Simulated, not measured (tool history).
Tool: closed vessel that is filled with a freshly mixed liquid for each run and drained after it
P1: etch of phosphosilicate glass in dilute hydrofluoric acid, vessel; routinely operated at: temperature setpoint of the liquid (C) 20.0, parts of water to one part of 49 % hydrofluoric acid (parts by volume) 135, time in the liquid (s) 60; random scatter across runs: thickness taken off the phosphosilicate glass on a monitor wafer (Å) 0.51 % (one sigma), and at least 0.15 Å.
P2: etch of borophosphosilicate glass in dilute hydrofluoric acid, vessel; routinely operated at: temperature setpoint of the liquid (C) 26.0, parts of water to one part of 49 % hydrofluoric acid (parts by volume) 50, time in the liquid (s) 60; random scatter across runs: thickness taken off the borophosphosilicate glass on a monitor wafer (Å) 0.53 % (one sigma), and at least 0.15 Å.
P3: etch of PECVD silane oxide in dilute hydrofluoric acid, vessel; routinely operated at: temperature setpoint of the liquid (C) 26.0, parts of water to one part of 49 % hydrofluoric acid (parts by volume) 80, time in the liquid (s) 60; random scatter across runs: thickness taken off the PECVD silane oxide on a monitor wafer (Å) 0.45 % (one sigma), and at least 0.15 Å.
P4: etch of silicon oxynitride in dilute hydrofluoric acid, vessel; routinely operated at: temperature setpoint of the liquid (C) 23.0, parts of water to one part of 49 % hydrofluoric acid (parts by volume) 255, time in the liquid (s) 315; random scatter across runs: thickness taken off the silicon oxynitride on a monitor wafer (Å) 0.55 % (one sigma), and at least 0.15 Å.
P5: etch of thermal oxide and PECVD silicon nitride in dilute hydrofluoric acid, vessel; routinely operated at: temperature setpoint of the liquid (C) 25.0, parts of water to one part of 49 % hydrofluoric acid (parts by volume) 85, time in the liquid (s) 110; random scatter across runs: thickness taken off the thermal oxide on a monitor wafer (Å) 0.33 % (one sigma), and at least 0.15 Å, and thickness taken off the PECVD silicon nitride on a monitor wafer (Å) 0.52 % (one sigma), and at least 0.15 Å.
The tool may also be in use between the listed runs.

run,hour,process that ran,temperature setpoint of the liquid (C),parts of water to one part of 49 % hydrofluoric acid (parts by volume),time in the liquid (s),thickness taken off the phosphosilicate glass on a monitor wafer (Å),thickness taken off the silicon oxynitride on a monitor wafer (Å),thickness taken off the thermal oxide on a monitor wafer (Å),thickness taken off the PECVD silicon nitride on a monitor wafer (Å),thickness taken off the PECVD silane oxide on a monitor wafer (Å),thickness taken off the borophosphosilicate glass on a monitor wafer (Å)
1,8.7,P1,20.0,135,60,727.55,,,,,
2,22.3,P1,25.0,135,60,877.50,,,,,
3,37.6,P1,17.0,135,115,1227.10,,,,,
4,48.4,P1,20.0,135,60,726.65,,,,,
5,61.0,P4,23.0,140,315,,80.654,,,,
6,70.6,P1,28.0,135,100,1634.90,,,,,
7,87.2,P5,25.0,85,200,,,118.120,70.764,,
8,103.4,P3,26.0,80,30,,,,,138.39,
9,119.4,P1,20.0,135,60,721.86,,,,,
10,134.4,P2,26.0,50,60,,,,,,374.69
11,147.5,P2,31.5,50,60,,,,,,465.44
12,162.0,P1,20.0,135,30,364.21,,,,,
13,173.0,P2,26.0,50,30,,,,,,189.47
14,185.0,P1,20.0,135,90,1087.10,,,,,
15,201.4,P1,20.0,135,60,722.55,,,,,
16,213.0,P5,25.0,85,110,,,64.704,39.497,,
17,226.2,P5,19.0,85,110,,,50.676,26.128,,
18,234.6,P1,20.0,135,60,720.85,,,,,
19,245.6,P1,20.0,135,60,728.17,,,,,
20,257.0,P3,26.0,80,60,,,,,277.49,
21,266.7,P4,23.0,255,315,,40.596,,,,
22,283.6,P3,26.0,50,60,,,,,460.40,
23,296.4,P2,26.0,50,60,,,,,,373.60
24,308.3,P1,17.0,135,60,643.52,,,,,

Estimate the outcome of run 25 from the log above:
25,323.6,P4,19.0,255,315,,?,,,,

thickness taken off the silicon oxynitride on a monitor wafer (Å): 33.738

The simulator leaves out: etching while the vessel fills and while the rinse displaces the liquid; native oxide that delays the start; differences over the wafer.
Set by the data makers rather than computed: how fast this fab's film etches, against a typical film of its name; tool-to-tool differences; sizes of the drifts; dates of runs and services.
